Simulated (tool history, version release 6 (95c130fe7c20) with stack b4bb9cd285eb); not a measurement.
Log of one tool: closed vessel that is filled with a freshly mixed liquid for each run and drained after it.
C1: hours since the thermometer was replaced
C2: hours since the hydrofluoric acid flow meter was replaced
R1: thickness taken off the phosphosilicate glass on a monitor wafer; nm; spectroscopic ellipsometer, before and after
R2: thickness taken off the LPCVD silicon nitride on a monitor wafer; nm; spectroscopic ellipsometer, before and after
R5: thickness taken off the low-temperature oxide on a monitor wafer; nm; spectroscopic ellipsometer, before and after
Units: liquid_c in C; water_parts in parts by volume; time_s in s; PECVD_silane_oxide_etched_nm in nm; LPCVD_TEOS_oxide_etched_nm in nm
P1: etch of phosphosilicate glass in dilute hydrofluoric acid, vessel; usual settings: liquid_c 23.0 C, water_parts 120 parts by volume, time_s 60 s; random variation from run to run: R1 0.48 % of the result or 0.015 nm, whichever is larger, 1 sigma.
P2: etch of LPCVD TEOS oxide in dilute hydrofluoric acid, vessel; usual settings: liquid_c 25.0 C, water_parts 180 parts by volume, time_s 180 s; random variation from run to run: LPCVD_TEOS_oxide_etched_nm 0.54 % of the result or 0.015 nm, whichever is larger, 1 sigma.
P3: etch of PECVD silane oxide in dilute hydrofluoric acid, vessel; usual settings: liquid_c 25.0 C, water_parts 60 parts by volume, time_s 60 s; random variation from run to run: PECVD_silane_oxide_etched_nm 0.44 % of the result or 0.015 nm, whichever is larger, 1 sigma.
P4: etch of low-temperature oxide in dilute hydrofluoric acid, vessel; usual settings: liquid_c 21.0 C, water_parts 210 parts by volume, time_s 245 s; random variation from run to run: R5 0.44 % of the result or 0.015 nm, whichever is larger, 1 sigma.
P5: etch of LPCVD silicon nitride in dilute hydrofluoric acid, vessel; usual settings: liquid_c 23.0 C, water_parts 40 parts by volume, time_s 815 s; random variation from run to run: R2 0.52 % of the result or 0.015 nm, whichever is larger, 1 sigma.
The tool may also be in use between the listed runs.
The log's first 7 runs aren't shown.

run 8 hour=97.4 | process=P1 liquid_c=17.0 water_parts=70 time_s=60 | C1=1873.2 C2=376.2 | R1=69.732
run 9 hour=107.3 | process=P1 liquid_c=23.0 water_parts=120 time_s=60 | C1=1883.1 C2=386.1 | R1=49.248
run 10 hour=118.9 | process=P1 liquid_c=27.5 water_parts=120 time_s=30 | C1=1894.7 C2=397.7 | R1=28.990
run 11 hour=136.2 | process=P5 liquid_c=23.0 water_parts=40 time_s=240 | C1=1912.0 C2=415.0 | R2=3.3655
run 12 hour=145.8 | process=P2 liquid_c=25.0 water_parts=180 time_s=340 | C1=1921.6 C2=424.6 | LPCVD_TEOS_oxide_etched_nm=64.435
run 13 hour=153.4 | process=P4 liquid_c=21.0 water_parts=210 time_s=245 | C1=1929.2 C2=432.2 | R5=12.3520
run 14 hour=166.5 | process=P3 liquid_c=25.0 water_parts=30 time_s=60 | C1=1942.3 C2=445.3 | PECVD_silane_oxide_etched_nm=59.657
run 15 hour=180.0 | process=P4 liquid_c=29.0 water_parts=210 time_s=245 | C1=1955.8 C2=458.8 | R5=16.5300
run 16 hour=194.9 | process=P2 liquid_c=20.0 water_parts=180 time_s=180 | C1=1970.7 C2=473.7 | LPCVD_TEOS_oxide_etched_nm=28.102
run 17 hour=205.4 | process=P4 liquid_c=21.0 water_parts=345 time_s=245 | C1=1981.2 C2=484.2 | R5=6.6187
run 18 hour=216.1 | process=P2 liquid_c=25.0 water_parts=260 time_s=180 | C1=1991.9 C2=494.9 | LPCVD_TEOS_oxide_etched_nm=21.932
run 19 hour=230.7 | process=P1 liquid_c=23.0 water_parts=120 time_s=90 | C1=2006.5 C2=509.5 | R1=74.798
run 20 hour=243.2 | process=P1 liquid_c=23.0 water_parts=45 time_s=60 | C1=2019.0 C2=522.0 | R1=143.820
-- hour=248.4 thermometer replaced
run 21 hour=258.3 | process=P3 liquid_c=25.0 water_parts=60 time_s=60 | C1=10.0 C2=537.1 | PECVD_silane_oxide_etched_nm=28.509
run 22 hour=275.7 | process=P5 liquid_c=23.0 water_parts=40 time_s=815 | C1=27.4 C2=554.5 | R2=11.3180
run 23 hour=293.1 | process=P1 liquid_c=17.0 water_parts=120 time_s=60 | C1=44.8 C2=571.9 | R1=38.907
run 24 hour=302.9 | process=P4 liquid_c=21.0 water_parts=210 time_s=245 | C1=54.6 C2=581.7 | R5=12.2830
run 25 hour=313.8 | process=P1 liquid_c=23.0 water_parts=210 time_s=60 | C1=65.5 C2=592.6 | R1=25.545
run 26 hour=330.7 | process=P2 liquid_c=25.0 water_parts=180 time_s=180 | C1=82.4 C2=609.5 | LPCVD_TEOS_oxide_etched_nm=34.060
run 27 hour=346.5 | process=P5 liquid_c=23.0 water_parts=25 time_s=815 | C1=98.2 C2=625.3 | R2=17.8130

Forecast run 28:
run 28 hour=361.5 | process=P1 liquid_c=27.5 water_parts=120 time_s=60 | C1=113.2 C2=640.3 | R1=?

{"run 28": {"R1": 58.774}}

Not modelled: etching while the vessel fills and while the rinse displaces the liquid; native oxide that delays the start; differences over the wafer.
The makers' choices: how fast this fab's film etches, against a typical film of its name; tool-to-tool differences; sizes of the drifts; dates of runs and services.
